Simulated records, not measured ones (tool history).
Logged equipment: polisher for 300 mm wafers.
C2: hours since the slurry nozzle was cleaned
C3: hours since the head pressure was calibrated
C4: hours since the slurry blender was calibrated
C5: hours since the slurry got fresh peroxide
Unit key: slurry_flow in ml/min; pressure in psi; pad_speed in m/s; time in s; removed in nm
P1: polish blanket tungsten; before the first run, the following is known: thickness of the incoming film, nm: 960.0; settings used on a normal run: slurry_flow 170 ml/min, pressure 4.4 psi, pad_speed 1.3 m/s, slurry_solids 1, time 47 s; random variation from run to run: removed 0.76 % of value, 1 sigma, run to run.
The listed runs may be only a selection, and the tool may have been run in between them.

Run 1, day 0.254: slurry_flow 170 ml/min, pressure 4.4 psi, pad_speed 1.3 m/s, slurry_solids 1, time 47 s; wafers polished on this pad 525; C2 165.7; C3 223.2; C4 253.6; C5 58. Result: removed 331.74 nm.
Run 2, day 0.642: slurry_flow 170 ml/min, pressure 4.4 psi, pad_speed 0.92 m/s, slurry_solids 1, time 47 s; wafers polished on this pad 616; C2 175; C3 232.5; C4 262.9; C5 67.3. Result: removed 231.78 nm.
At day 0.688: slurry blender recalibrated.
Run 3, day 0.917: slurry_flow 170 ml/min, pressure 4.4 psi, pad_speed 1.3 m/s, slurry_solids 1, time 23 s; wafers polished on this pad 681; C2 181.6; C3 239.1; C4 5.5; C5 73.9. Result: removed 162.16 nm.
Run 4, day 1.383: slurry_flow 170 ml/min, pressure 4.4 psi, pad_speed 1.3 m/s, slurry_solids 1, time 73 s; wafers polished on this pad 792; C2 192.8; C3 250.3; C4 16.7; C5 85.1. Result: removed 507.6 nm.
Run 5, day 1.771: slurry_flow 170 ml/min, pressure 6.1 psi, pad_speed 1.94 m/s, slurry_solids 1, time 47 s; wafers polished on this pad 883; C2 202.1; C3 259.6; C4 26; C5 94.4. Result: removed 670.88 nm.
Run 6, day 2.179: slurry_flow 170 ml/min, pressure 2 psi, pad_speed 1.3 m/s, slurry_solids 1, time 47 s; wafers polished on this pad 980; C2 211.9; C3 269.4; C4 35.8; C5 104.2. Result: removed 147.99 nm.
Run 7, day 2.608: slurry_flow 170 ml/min, pressure 4.4 psi, pad_speed 1.3 m/s, slurry_solids 0.55, time 47 s; wafers polished on this pad 1081; C2 222.2; C3 279.7; C4 46.1; C5 114.5. Result: removed 289.77 nm.
Run 8, day 2.971: slurry_flow 170 ml/min, pressure 4.4 psi, pad_speed 1.3 m/s, slurry_solids 1, time 47 s; wafers polished on this pad 1167; C2 230.9; C3 288.4; C4 54.8; C5 123.2. Result: removed 330.75 nm.
Run 9, day 3.467: slurry_flow 170 ml/min, pressure 2.2 psi, pad_speed 1.3 m/s, slurry_solids 0.55, time 47 s; wafers polished on this pad 1284; C2 242.8; C3 300.3; C4 66.7; C5 135.1. Result: removed 142.92 nm.
Run 10, day 3.883: slurry_flow 170 ml/min, pressure 4.4 psi, pad_speed 1.3 m/s, slurry_solids 1.3, time 47 s; wafers polished on this pad 1382; C2 252.8; C3 310.3; C4 76.7; C5 145.1. Result: removed 352.91 nm.
Run 11, day 4.35: slurry_flow 170 ml/min, pressure 4.4 psi, pad_speed 1.3 m/s, slurry_solids 1, time 47 s; wafers polished on this pad 1493; C2 264; C3 321.5; C4 87.9; C5 156.3. Result: removed 329.68 nm.
Run 12, day 4.604: slurry_flow 170 ml/min, pressure 6.8 psi, pad_speed 1.3 m/s, slurry_solids 1, time 47 s; wafers polished on this pad 1553; C2 270.1; C3 327.6; C4 94; C5 162.4. Result: removed 508.31 nm.
Run 13, day 5.104: slurry_flow 170 ml/min, pressure 4.4 psi, pad_speed 2.06 m/s, slurry_solids 1, time 47 s; wafers polished on this pad 1671; C2 282.1; C3 339.6; C4 106; C5 174.4. Result: removed 517.3 nm.
Run 14, day 5.438: slurry_flow 170 ml/min, pressure 4.4 psi, pad_speed 1.3 m/s, slurry_solids 1, time 47 s; wafers polished on this pad 1749; C2 290.1; C3 347.6; C4 114; C5 182.4. Result: removed 327.6 nm.
Run 15, day 5.675: slurry_flow 170 ml/min, pressure 4.4 psi, pad_speed 1.3 m/s, slurry_solids 1, time 47 s; wafers polished on this pad 1806; C2 295.8; C3 353.3; C4 119.7; C5 188.1. Result: removed 330.68 nm.
Run 16, day 5.896: slurry_flow 100 ml/min, pressure 4.4 psi, pad_speed 1.3 m/s, slurry_solids 1, time 47 s; wafers polished on this pad 1858; C2 301.1; C3 358.6; C4 125; C5 193.4. Result: removed 296.79 nm.
Run 17, day 6.292: slurry_flow 225 ml/min, pressure 4.4 psi, pad_speed 1.3 m/s, slurry_solids 1, time 47 s; wafers polished on this pad 1951; C2 310.6; C3 368.1; C4 134.5; C5 202.9. Result: removed 342.27 nm.
Run 18, day 6.533: slurry_flow 170 ml/min, pressure 4.4 psi, pad_speed 1.3 m/s, slurry_solids 1, time 47 s; wafers polished on this pad 2008; C2 316.4; C3 373.9; C4 140.3; C5 208.7. Result: removed 325.06 nm.
Run 19, day 6.975: slurry_flow 170 ml/min, pressure 4.4 psi, pad_speed 1.3 m/s, slurry_solids 1, time 47 s; wafers polished on this pad 2113; C2 327; C3 384.5; C4 150.9; C5 219.3. Result: removed 317.13 nm.
Run 20, day 7.396: slurry_flow 170 ml/min, pressure 4.4 psi, pad_speed 1.3 m/s, slurry_solids 1, time 47 s; wafers polished on this pad 2212; C2 337.1; C3 394.6; C4 161; C5 229.4. Result: removed 310.52 nm.
Run 21, day 7.692: slurry_flow 170 ml/min, pressure 4.4 psi, pad_speed 1.3 m/s, slurry_solids 1, time 47 s; wafers polished on this pad 2282; C2 344.2; C3 401.7; C4 168.1; C5 236.5. Result: removed 302.74 nm.
Run 22, day 8.167: slurry_flow 170 ml/min, pressure 4.4 psi, pad_speed 1.3 m/s, slurry_solids 1, time 47 s; wafers polished on this pad 2394; C2 355.6; C3 413.1; C4 179.5; C5 247.9. Result: removed 308.6 nm.
Run 23, day 8.467: slurry_flow 170 ml/min, pressure 4.4 psi, pad_speed 1.3 m/s, slurry_solids 1, time 47 s; wafers polished on this pad 2465; C2 362.8; C3 420.3; C4 186.7; C5 255.1. Result: removed 302.93 nm.
At day 8.821: worn pad replaced by a new one.
At day 8.854: slurry blender recalibrated.
Run 24, day 8.892: slurry_flow 170 ml/min, pressure 4.4 psi, pad_speed 1.3 m/s, slurry_solids 1, time 47 s; wafers polished on this pad 17; C2 373; C3 430.5; C4 0.9; C5 265.3. Result: removed 301.04 nm.

Run 25 comes next. What will it give?
At day 9.179: slurry tank refilled with fresh slurry and peroxide.
Run 25, day 9.379: slurry_flow 170 ml/min, pressure 4.4 psi, pad_speed 1.3 m/s, slurry_solids 1, time 47 s; wafers polished on this pad 132; C2 384.7; C3 442.2; C4 12.6; C5 4.9. Result: removed ?.

{"run 25": {"removed": 302.93}}
